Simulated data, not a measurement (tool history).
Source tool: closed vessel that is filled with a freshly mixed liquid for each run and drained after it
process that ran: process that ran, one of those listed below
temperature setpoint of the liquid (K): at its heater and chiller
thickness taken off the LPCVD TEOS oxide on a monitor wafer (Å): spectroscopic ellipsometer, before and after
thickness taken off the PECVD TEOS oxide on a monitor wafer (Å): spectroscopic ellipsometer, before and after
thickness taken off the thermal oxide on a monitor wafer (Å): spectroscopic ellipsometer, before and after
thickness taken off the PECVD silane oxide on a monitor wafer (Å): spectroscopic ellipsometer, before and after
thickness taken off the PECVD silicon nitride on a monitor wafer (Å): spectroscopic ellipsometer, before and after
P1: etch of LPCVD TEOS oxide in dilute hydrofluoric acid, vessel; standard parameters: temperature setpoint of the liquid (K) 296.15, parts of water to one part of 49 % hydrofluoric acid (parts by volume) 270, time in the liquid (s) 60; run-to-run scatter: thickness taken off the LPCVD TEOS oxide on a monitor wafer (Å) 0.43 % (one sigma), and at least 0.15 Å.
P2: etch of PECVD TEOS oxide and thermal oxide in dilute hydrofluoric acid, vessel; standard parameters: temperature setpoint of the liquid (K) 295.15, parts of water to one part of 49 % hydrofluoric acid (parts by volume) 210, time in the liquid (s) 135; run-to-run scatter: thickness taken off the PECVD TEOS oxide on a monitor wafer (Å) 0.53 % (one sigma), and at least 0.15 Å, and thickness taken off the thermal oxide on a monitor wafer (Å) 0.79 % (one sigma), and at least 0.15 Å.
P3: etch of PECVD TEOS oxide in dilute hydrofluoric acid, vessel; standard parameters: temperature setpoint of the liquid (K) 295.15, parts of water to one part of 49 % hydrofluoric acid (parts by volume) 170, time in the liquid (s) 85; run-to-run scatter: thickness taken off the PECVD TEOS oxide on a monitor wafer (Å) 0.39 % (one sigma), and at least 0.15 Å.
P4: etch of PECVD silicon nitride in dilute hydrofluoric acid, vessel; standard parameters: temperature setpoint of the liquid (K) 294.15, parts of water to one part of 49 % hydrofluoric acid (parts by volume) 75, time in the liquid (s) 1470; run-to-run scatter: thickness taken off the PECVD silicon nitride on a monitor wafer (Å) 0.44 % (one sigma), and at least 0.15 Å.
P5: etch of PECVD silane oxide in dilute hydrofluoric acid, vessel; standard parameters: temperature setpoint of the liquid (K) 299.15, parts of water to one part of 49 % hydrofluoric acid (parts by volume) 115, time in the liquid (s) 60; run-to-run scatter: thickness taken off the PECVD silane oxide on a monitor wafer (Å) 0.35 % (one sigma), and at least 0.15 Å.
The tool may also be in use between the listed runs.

run,day,process that ran,temperature setpoint of the liquid (K),parts of water to one part of 49 % hydrofluoric acid (parts by volume),time in the liquid (s),hours since the thermometer was replaced,hours since the hydrofluoric acid flow meter was replaced,thickness taken off the LPCVD TEOS oxide on a monitor wafer (Å),thickness taken off the PECVD TEOS oxide on a monitor wafer (Å),thickness taken off the thermal oxide on a monitor wafer (Å),thickness taken off the PECVD silane oxide on a monitor wafer (Å),thickness taken off the PECVD silicon nitride on a monitor wafer (Å)
1,0.371,P1,296.15,270,60,308.9,338.6,53.368,,,,
2,0.708,P1,296.15,450,60,317.0,346.7,27.088,,,,
3,0.971,P2,290.15,210,135,323.3,353.0,,48.012,21.0860,,
4,1.300,P3,295.15,170,165,331.2,360.9,,142.270,,,
5,1.608,P5,299.15,115,60,338.6,368.3,,,,275.23,
6,1.950,P1,300.65,270,30,346.8,376.5,30.898,,,,
7,2.171,P3,300.15,170,85,352.1,381.8,,88.711,,,
8,2.433,P2,295.15,210,135,358.4,388.1,,57.913,25.7100,,
9,2.658,P1,296.15,270,30,363.8,393.5,26.866,,,,
10,2.996,P4,294.15,75,1470,371.9,401.6,,,,,265.59
11,3.175,P3,295.15,265,85,376.2,405.9,,42.881,,,
12,3.425,P5,299.15,210,60,382.2,411.9,,,,134.75,
13,3.688,P3,295.15,170,85,388.5,418.2,,74.274,,,
14,4.054,P4,294.15,75,2220,397.3,427.0,,,,,404.66
15,4.275,P1,296.15,270,100,402.6,432.3,88.180,,,,
16,4.588,P4,294.15,20,1470,410.1,439.8,,,,,958.16
17,4.921,P1,296.15,270,60,418.1,447.8,52.843,,,,
18,5.088,P3,295.15,170,85,422.1,451.8,,72.776,,,
19,5.304,P5,292.65,115,60,427.3,457.0,,,,213.56,
20,5.608,P1,296.15,270,60,434.6,464.3,52.764,,,,
21,5.838,P5,299.15,115,60,440.1,469.8,,,,273.82,
22,6.158,P4,290.15,75,1470,447.8,477.5,,,,,201.55
23,6.546,P2,295.15,210,30,457.1,486.8,,12.610,5.3783,,
24,6.808,P1,296.15,270,60,463.4,493.1,53.460,,,,
25,7.096,P5,299.15,115,30,470.3,500.0,,,,137.51,
26,7.479,P1,304.15,270,60,479.5,509.2,69.531,,,,
27,7.717,P2,295.15,330,135,485.2,514.9,,32.829,14.6370,,
28,7.908,P1,296.15,270,60,489.8,519.5,52.928,,,,
29,8.292,P1,296.15,270,60,499.0,528.7,53.066,,,,
30,8.583,P1,296.15,50,60,506.0,535.7,368.190,,,,
31,8.821,P1,296.15,270,60,511.7,541.4,52.801,,,,
32,9.200,P1,291.15,270,60,520.8,550.5,44.051,,,,
33,9.429,P1,296.15,270,60,526.3,556.0,52.589,,,,
34,9.775,P1,296.15,270,60,534.6,564.3,51.284,,,,
35,10.129,P1,296.15,270,60,543.1,572.8,50.738,,,,
36,10.346,P1,296.15,270,60,548.3,578.0,50.299,,,,
37,10.567,P1,296.15,270,60,553.6,583.3,49.398,,,,
38,10.812,P1,296.15,270,60,559.5,589.2,49.990,,,,
39,11.150,P1,296.15,270,60,567.6,597.3,49.869,,,,
40,11.346,P1,296.15,270,60,572.3,602.0,49.263,,,,
41,11.612,P1,296.15,270,60,578.7,608.4,49.100,,,,
42,11.925,P1,296.15,270,60,586.2,615.9,49.328,,,,
43,12.183,P1,296.15,270,60,592.4,622.1,49.579,,,,
44,12.367,P1,296.15,270,60,596.8,626.5,49.439,,,,

Something has made what P1 gives creep away from where it was; the 2 causes below, each at its own stated size, fit the log equally well:
A: liquid colder than its thermometer reads (K) = 2.12
B: hydrofluoric acid flow below the setpoint (%) = 5.85
Creep in the process output first set in at about day 9.429.

Each of the 4 check runs below uses one wafer; its results are left as question marks. Which run tells the causes apart?
check 1,12.550,P5,299.15,190,60,,,,,,?,
check 2,12.550,P4,294.15,75,2195,,,,,,,?
check 3,12.550,P2,295.15,210,30,,,,?,?,,
check 4,12.550,P3,299.15,170,160,,,,?,,,

Check results expected under each cause:
check,result,if A,if B
check 1,thickness taken off the PECVD silane oxide on a monitor wafer (Å),141.19,141.82
check 2,thickness taken off the PECVD silicon nitride on a monitor wafer (Å),343.43,374.61
check 3,thickness taken off the PECVD TEOS oxide on a monitor wafer (Å),11.861,11.945
check 3,thickness taken off the thermal oxide on a monitor wafer (Å),5.3263,5.3642
check 4,thickness taken off the PECVD TEOS oxide on a monitor wafer (Å),148.950,149.940
Separation of the two closest causes in each check, using whichever result separates them best: check 1 0.44 %; check 2 8.69 %; check 3 0.71 %; check 4 0.67 %
Only in check 2 would the causes give clearly different results; in the remaining checks their results would be nearly the same.

Check 2 has now been run. It gave: thickness taken off the PECVD silicon nitride on a monitor wafer (Å) 342.68. Which of the candidate causes is it?

Of the candidate causes, it is A: liquid colder than its thermometer reads (K).
